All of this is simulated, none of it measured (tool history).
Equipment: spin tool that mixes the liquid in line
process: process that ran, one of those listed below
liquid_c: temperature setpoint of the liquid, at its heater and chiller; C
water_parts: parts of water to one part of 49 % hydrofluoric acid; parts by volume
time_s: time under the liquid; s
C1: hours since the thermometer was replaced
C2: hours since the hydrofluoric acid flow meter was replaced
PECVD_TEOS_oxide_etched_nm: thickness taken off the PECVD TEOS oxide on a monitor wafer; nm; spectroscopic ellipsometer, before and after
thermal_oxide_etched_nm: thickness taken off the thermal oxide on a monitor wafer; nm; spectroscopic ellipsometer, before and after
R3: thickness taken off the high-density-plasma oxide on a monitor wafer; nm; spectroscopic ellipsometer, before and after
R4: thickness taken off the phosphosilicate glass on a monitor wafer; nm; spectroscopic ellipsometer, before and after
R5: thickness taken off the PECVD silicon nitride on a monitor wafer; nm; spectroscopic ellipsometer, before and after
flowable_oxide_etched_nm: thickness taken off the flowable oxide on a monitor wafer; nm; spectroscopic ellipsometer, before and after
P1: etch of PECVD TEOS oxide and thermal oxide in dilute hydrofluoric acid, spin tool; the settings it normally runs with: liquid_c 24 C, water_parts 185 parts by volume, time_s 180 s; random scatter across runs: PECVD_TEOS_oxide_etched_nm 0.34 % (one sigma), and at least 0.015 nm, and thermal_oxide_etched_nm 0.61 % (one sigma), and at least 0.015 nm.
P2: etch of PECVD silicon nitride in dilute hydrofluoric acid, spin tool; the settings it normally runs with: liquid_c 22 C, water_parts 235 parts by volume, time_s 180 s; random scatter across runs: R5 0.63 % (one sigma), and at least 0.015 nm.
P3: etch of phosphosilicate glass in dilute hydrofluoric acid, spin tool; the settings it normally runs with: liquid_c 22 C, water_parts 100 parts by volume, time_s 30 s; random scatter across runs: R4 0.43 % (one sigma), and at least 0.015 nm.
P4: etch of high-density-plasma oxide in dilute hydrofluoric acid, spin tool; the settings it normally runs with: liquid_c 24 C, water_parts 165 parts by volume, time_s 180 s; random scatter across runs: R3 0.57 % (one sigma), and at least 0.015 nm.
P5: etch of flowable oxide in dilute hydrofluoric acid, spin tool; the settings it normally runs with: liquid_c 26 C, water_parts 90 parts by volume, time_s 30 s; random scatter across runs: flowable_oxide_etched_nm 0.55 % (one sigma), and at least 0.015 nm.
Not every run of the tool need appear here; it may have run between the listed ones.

{"run": 1, "hour": 12.1, "process": "P1", "liquid_c": 24, "water_parts": 185, "time_s": 180, "C1": 796.6, "C2": 142.1, "PECVD_TEOS_oxide_etched_nm": 13.522, "thermal_oxide_etched_nm": 4.3476}
{"run": 2, "hour": 18.7, "process": "P4", "liquid_c": 24, "water_parts": 165, "time_s": 180, "C1": 803.2, "C2": 148.7, "R3": 7.3712}
{"run": 3, "hour": 29.6, "process": "P1", "liquid_c": 24, "water_parts": 260, "time_s": 180, "C1": 814.1, "C2": 159.6, "PECVD_TEOS_oxide_etched_nm": 8.9441, "thermal_oxide_etched_nm": 2.8673}
{"run": 4, "hour": 41.6, "process": "P3", "liquid_c": 22, "water_parts": 55, "time_s": 30, "C1": 826.1, "C2": 171.6, "R4": 65.163}
{"run": 5, "hour": 47.5, "process": "P1", "liquid_c": 24, "water_parts": 290, "time_s": 80, "C1": 832, "C2": 177.5, "PECVD_TEOS_oxide_etched_nm": 3.457, "thermal_oxide_etched_nm": 1.1015}
{"run": 6, "hour": 54.9, "process": "P1", "liquid_c": 19.5, "water_parts": 185, "time_s": 180, "C1": 839.4, "C2": 184.9, "PECVD_TEOS_oxide_etched_nm": 11.369, "thermal_oxide_etched_nm": 3.6839}
{"run": 7, "hour": 63.7, "process": "P1", "liquid_c": 24, "water_parts": 185, "time_s": 15, "C1": 848.2, "C2": 193.7, "PECVD_TEOS_oxide_etched_nm": 1.0975, "thermal_oxide_etched_nm": 0.36899}
{"run": 8, "hour": 77.4, "process": "P4", "liquid_c": 24, "water_parts": 165, "time_s": 285, "C1": 861.9, "C2": 207.4, "R3": 11.716}
{"run": 9, "hour": 87.8, "process": "P1", "liquid_c": 30.5, "water_parts": 185, "time_s": 180, "C1": 872.3, "C2": 217.8, "PECVD_TEOS_oxide_etched_nm": 17.08, "thermal_oxide_etched_nm": 5.5674}
{"run": 10, "hour": 101.2, "process": "P4", "liquid_c": 19.5, "water_parts": 165, "time_s": 180, "C1": 885.7, "C2": 231.2, "R3": 6.1494}
{"run": 11, "hour": 112.7, "process": "P1", "liquid_c": 24, "water_parts": 40, "time_s": 180, "C1": 897.2, "C2": 242.7, "PECVD_TEOS_oxide_etched_nm": 74.844, "thermal_oxide_etched_nm": 24.283}
{"run": 12, "hour": 121.9, "process": "P1", "liquid_c": 24, "water_parts": 185, "time_s": 180, "C1": 906.4, "C2": 251.9, "PECVD_TEOS_oxide_etched_nm": 13.585, "thermal_oxide_etched_nm": 4.3613}
{"run": 13, "hour": 131.5, "process": "P1", "liquid_c": 24, "water_parts": 185, "time_s": 180, "C1": 916, "C2": 261.5, "PECVD_TEOS_oxide_etched_nm": 13.606, "thermal_oxide_etched_nm": 4.3761}
{"run": 14, "hour": 143.6, "process": "P2", "liquid_c": 27.5, "water_parts": 235, "time_s": 180, "C1": 928.1, "C2": 273.6, "R5": 5.2542}
{"run": 15, "hour": 149.7, "process": "P3", "liquid_c": 22, "water_parts": 100, "time_s": 30, "C1": 934.2, "C2": 279.7, "R4": 33.817}
{"run": 16, "hour": 158.4, "process": "P3", "liquid_c": 22, "water_parts": 100, "time_s": 65, "C1": 942.9, "C2": 288.4, "R4": 73.417}
{"run": 17, "hour": 169.5, "process": "P1", "liquid_c": 24, "water_parts": 185, "time_s": 365, "C1": 954, "C2": 299.5, "PECVD_TEOS_oxide_etched_nm": 27.521, "thermal_oxide_etched_nm": 8.7912}
{"run": 18, "hour": 177.2, "process": "P5", "liquid_c": 18.5, "water_parts": 90, "time_s": 30, "C1": 961.7, "C2": 307.2, "flowable_oxide_etched_nm": 9.869}
{"run": 19, "hour": 184.7, "process": "P2", "liquid_c": 22, "water_parts": 235, "time_s": 80, "C1": 969.2, "C2": 314.7, "R5": 1.6772}
{"run": 20, "hour": 193.4, "process": "P1", "liquid_c": 24, "water_parts": 185, "time_s": 180, "C1": 977.9, "C2": 323.4, "PECVD_TEOS_oxide_etched_nm": 13.5, "thermal_oxide_etched_nm": 4.3202}

Expected results for the next run?
{"run": 21, "hour": 204.4, "process": "P3", "liquid_c": 29, "water_parts": 100, "time_s": 30, "C1": 988.9, "C2": 334.4, "R4": "?"}

R4: 44.469 nm

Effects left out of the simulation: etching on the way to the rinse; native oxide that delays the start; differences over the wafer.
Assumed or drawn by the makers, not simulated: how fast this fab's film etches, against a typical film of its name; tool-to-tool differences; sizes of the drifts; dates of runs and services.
